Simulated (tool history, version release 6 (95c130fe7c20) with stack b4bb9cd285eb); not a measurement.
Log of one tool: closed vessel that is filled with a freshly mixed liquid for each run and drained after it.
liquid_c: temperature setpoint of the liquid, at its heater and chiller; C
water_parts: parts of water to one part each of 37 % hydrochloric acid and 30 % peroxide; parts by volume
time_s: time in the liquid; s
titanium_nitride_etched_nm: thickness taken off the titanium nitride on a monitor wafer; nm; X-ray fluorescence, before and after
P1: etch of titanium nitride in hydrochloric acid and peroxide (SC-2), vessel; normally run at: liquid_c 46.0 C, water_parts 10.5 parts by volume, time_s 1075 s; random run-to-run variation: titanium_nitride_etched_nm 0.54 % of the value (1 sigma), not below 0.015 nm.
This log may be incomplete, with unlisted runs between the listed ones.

run  hour  liquid_c  water_parts  time_s  hours since the thermometer was replaced  hours since the chemicals flow meter was replaced  hours since the drum of peroxide was connected  titanium_nitride_etched_nm
  1   4.6      46.0         10.5    1075                                    1207.7                                              975.3                                           128.3                    12.43400
  2  11.0      35.0         10.5    1075                                    1214.1                                              981.7                                           134.7                     5.75660
  3  15.3      46.0         10.5      45                                    1218.4                                              986.0                                           139.0                     0.53192
  4  20.4      46.0         10.5    1075                                    1223.5                                              991.1                                           144.1                    12.54600
  5  29.0      46.0          4.0    1075                                    1232.1                                              999.7                                           152.7                    26.03600
  6  35.9      46.0         10.5    1825                                    1239.0                                             1006.6                                           159.6                    21.14500
  7  44.6      46.0         10.5    1075                                    1247.7                                             1015.3                                           168.3                    12.53100
  8  51.6      62.0         10.5    1075                                    1254.7                                             1022.3                                           175.3                    35.20100
  9  58.3      46.0         10.5    1075                                    1261.4                                             1029.0                                           182.0                    12.63700
 10  65.6      39.5         10.5    1690                                    1268.7                                             1036.3                                           189.3                    12.48900

The next listed run, before its measurement:
 11  69.6      46.0         18.5    1075                                    1272.7                                             1040.3                                           193.3                           ?

titanium_nitride_etched_nm: 7.70190 nm

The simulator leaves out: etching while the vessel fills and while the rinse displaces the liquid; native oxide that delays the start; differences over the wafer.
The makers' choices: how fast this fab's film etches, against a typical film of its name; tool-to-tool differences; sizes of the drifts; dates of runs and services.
